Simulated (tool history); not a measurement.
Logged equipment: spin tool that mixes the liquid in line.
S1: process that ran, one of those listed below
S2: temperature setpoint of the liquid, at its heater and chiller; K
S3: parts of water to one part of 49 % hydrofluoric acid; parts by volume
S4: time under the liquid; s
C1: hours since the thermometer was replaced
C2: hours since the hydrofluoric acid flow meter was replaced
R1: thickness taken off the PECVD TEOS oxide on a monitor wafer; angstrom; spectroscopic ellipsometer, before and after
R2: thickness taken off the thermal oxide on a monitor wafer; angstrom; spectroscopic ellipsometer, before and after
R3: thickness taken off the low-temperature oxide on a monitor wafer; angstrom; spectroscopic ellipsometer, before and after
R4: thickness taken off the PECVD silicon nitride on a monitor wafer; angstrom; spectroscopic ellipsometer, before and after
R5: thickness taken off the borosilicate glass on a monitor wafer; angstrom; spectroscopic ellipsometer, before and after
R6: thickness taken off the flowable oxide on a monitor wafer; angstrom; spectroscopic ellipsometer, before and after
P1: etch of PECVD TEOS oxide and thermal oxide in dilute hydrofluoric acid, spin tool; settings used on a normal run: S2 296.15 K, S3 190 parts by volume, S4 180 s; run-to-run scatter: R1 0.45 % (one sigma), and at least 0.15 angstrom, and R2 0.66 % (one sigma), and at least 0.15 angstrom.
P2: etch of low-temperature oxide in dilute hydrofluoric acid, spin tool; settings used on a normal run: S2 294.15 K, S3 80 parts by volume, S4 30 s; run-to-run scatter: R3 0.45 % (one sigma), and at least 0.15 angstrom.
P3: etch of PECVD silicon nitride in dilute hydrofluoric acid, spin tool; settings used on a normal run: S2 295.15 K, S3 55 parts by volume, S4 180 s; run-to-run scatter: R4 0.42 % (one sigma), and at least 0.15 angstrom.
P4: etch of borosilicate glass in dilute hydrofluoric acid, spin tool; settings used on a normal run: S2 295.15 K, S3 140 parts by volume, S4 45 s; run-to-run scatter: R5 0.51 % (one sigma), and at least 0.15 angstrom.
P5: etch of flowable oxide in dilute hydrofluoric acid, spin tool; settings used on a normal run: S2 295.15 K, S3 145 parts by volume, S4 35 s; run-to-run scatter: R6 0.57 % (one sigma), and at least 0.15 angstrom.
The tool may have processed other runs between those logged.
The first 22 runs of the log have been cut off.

run   hour  S1      S2   S3   S4      C1     C2      R1      R2  R3      R4      R5      R6
 23    289  P5  295.15  145   35  1134.6    615                                      103.22
 24    305  P4  291.15  140   45  1150.6    631                              105.87
 25  318.2  P1  296.15  190  300  1163.8  644.2  154.53  66.881
 26  332.7  P1  296.15  190   95  1178.3  658.7  48.454  21.403
 27  345.5  P5  301.65  145   35  1191.1  671.5                                         132
 28  356.2  P1  296.15  190  180  1201.8  682.2  92.619  40.357
 29    366  P1  296.15  190  180  1211.6    692  92.396  40.133
 30  383.2  P1  296.15  190  180  1228.8  709.2  93.005  40.146
 31  401.1  P1  302.65  290  180  1246.7  727.1  68.566  29.985
 32    417  P3  295.15   55  180  1262.6    743                      152.83

For run 33, what comes out?
 33  430.1  P3  295.15  80  180  1275.7  756.1               ?

{"run 33": {"R4": 106.15}}
